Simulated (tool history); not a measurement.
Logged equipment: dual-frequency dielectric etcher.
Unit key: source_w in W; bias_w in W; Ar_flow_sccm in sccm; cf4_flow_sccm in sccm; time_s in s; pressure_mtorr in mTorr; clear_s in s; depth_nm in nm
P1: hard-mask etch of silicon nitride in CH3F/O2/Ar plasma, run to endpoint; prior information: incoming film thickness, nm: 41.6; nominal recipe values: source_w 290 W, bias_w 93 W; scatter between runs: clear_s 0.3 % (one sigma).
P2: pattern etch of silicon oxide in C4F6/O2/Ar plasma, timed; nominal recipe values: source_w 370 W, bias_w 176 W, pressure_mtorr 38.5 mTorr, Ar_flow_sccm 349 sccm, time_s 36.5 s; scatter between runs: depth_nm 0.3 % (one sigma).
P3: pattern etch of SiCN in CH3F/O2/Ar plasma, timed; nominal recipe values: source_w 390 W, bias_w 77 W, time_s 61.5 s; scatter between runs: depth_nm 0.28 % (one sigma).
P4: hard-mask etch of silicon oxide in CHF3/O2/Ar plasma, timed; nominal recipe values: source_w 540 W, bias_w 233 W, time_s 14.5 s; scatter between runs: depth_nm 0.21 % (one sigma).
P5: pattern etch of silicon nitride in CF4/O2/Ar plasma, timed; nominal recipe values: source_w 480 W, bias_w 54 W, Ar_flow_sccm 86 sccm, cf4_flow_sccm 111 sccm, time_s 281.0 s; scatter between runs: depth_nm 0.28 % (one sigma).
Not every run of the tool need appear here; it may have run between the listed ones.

run   hour  process  source_w  bias_w  Ar_flow_sccm  cf4_flow_sccm  time_s  pressure_mtorr  clear_s  depth_nm
  1    8.3       P1       290      93                                                        61.395
  2   16.4       P1       290      93                                                        61.331
  3   20.3       P5       480      38            86            111   281.0                            498.220
  4   28.5       P5       480      54            55            111   281.0                            592.530
  5   36.1       P1       200     128                                                        62.258
  6   41.6       P5       480      54            86            111   281.0                            566.630
  7   48.3       P1       290      93                                                        61.638
  8   56.4       P3       390      77                                 82.0                             31.577
  9   60.8       P1       290      57                                                        73.009
 10   66.1       P1       240      93                                                        65.832
 11   71.8       P3       230      77                                 61.5                             19.402
 12   79.1       P3       390      77                                 61.5                             23.648
 13   86.4       P2       370     176           349                   36.5            46.5            103.790
 14   94.5       P2       370     231           349                   36.5            38.5            115.770
 15  101.5       P4       540     233                                 14.5                             31.144
 16  106.8       P2       370     176           478                   36.5            38.5            102.430
 17  114.0       P1       290     118                                                        56.268
 18  119.3       P1       290      93                                                        61.447
 19  126.6       P5       480      54            86            111   281.0                            565.370
 20  134.4       P4       540     233                                  8.5                             18.294
 21  141.6       P2       370     176           349                   36.5            38.5            106.150
 22  149.4       P1       390      93                                                        54.856

Forecast run 23:
 23  155.8       P1       200     109                                                             ?

{"run 23": {"clear_s": 66.274}}
